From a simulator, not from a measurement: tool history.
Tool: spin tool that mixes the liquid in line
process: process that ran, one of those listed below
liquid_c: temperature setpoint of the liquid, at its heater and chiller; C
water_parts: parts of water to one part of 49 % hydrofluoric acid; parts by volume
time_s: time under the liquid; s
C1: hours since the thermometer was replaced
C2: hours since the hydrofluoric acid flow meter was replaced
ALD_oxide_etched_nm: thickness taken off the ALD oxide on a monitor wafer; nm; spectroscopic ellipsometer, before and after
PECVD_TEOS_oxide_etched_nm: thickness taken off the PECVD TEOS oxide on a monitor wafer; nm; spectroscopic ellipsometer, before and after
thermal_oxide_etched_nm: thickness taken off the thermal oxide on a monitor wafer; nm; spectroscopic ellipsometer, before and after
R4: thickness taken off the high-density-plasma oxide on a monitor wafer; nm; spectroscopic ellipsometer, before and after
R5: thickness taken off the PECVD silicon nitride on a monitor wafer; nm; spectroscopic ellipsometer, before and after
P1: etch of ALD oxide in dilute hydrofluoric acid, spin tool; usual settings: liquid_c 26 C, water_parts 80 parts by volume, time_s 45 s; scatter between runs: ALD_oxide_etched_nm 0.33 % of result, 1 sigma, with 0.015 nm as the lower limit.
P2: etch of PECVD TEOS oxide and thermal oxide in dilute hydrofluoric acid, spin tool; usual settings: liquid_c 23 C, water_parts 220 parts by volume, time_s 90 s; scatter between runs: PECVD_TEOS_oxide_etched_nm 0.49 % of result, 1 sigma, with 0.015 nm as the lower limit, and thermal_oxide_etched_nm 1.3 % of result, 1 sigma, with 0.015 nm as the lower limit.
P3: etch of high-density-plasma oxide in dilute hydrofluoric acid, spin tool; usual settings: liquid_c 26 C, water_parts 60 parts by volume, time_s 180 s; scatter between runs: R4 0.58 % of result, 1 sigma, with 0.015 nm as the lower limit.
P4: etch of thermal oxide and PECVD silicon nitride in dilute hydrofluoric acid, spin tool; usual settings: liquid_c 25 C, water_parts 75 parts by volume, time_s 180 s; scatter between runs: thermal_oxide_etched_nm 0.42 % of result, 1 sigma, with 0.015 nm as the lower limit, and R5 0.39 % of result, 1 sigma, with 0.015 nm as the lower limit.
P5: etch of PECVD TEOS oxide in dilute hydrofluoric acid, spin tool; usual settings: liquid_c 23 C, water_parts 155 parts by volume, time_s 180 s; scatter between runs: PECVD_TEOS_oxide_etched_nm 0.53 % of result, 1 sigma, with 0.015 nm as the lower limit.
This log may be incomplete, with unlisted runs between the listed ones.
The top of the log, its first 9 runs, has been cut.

run 10 hour=98.3 | process=P3 liquid_c=26 water_parts=60 time_s=180 | C1=1240.4 C2=562.0 | R4=21.523
run 11 hour=105.4 | process=P4 liquid_c=25 water_parts=75 time_s=180 | C1=1247.5 C2=569.1 | thermal_oxide_etched_nm=12.1350 R5=5.8048
run 12 hour=112.2 | process=P4 liquid_c=25 water_parts=140 time_s=180 | C1=1254.3 C2=575.9 | thermal_oxide_etched_nm=6.0449 R5=3.1146
run 13 hour=119.2 | process=P1 liquid_c=20 water_parts=35 time_s=45 | C1=1261.3 C2=582.9 | ALD_oxide_etched_nm=28.3510
run 14 hour=133.3 | process=P2 liquid_c=23 water_parts=220 time_s=90 | C1=1275.4 C2=597.0 | PECVD_TEOS_oxide_etched_nm=5.4991 thermal_oxide_etched_nm=1.7319
run 15 hour=147.5 | process=P1 liquid_c=26 water_parts=80 time_s=45 | C1=1289.6 C2=611.2 | ALD_oxide_etched_nm=14.9710
run 16 hour=156.6 | process=P2 liquid_c=23 water_parts=220 time_s=145 | C1=1298.7 C2=620.3 | PECVD_TEOS_oxide_etched_nm=8.8360 thermal_oxide_etched_nm=2.7576
run 17 hour=171.3 | process=P4 liquid_c=25 water_parts=75 time_s=70 | C1=1313.4 C2=635.0 | thermal_oxide_etched_nm=4.7650 R5=2.2768
run 18 hour=185.8 | process=P1 liquid_c=31 water_parts=80 time_s=45 | C1=1327.9 C2=649.5 | ALD_oxide_etched_nm=18.1680
run 19 hour=195.3 | process=P3 liquid_c=26 water_parts=60 time_s=325 | C1=1337.4 C2=659.0 | R4=38.686
run 20 hour=206.8 | process=P2 liquid_c=17 water_parts=220 time_s=90 | C1=1348.9 C2=670.5 | PECVD_TEOS_oxide_etched_nm=4.3209 thermal_oxide_etched_nm=1.3740
run 21 hour=219.1 | process=P4 liquid_c=25 water_parts=75 time_s=180 | C1=1361.2 C2=682.8 | thermal_oxide_etched_nm=12.1130 R5=5.8387
run 22 hour=230.2 | process=P5 liquid_c=23 water_parts=155 time_s=180 | C1=1372.3 C2=693.9 | PECVD_TEOS_oxide_etched_nm=13.1690
run 23 hour=237.8 | process=P1 liquid_c=26 water_parts=80 time_s=45 | C1=1379.9 C2=701.5 | ALD_oxide_etched_nm=15.0090
run 24 hour=252.4 | process=P3 liquid_c=18 water_parts=60 time_s=180 | C1=1394.5 C2=716.1 | R4=15.519
run 25 hour=262.7 | process=P2 liquid_c=23 water_parts=220 time_s=90 | C1=1404.8 C2=726.4 | PECVD_TEOS_oxide_etched_nm=5.5093 thermal_oxide_etched_nm=1.7085

Run 26 comes next. What will it give?
run 26 hour=269.6 | process=P1 liquid_c=26 water_parts=80 time_s=45 | C1=1411.7 C2=733.3 | ALD_oxide_etched_nm=?

For run 26 the tool returned ALD_oxide_etched_nm 14.9460 nm.
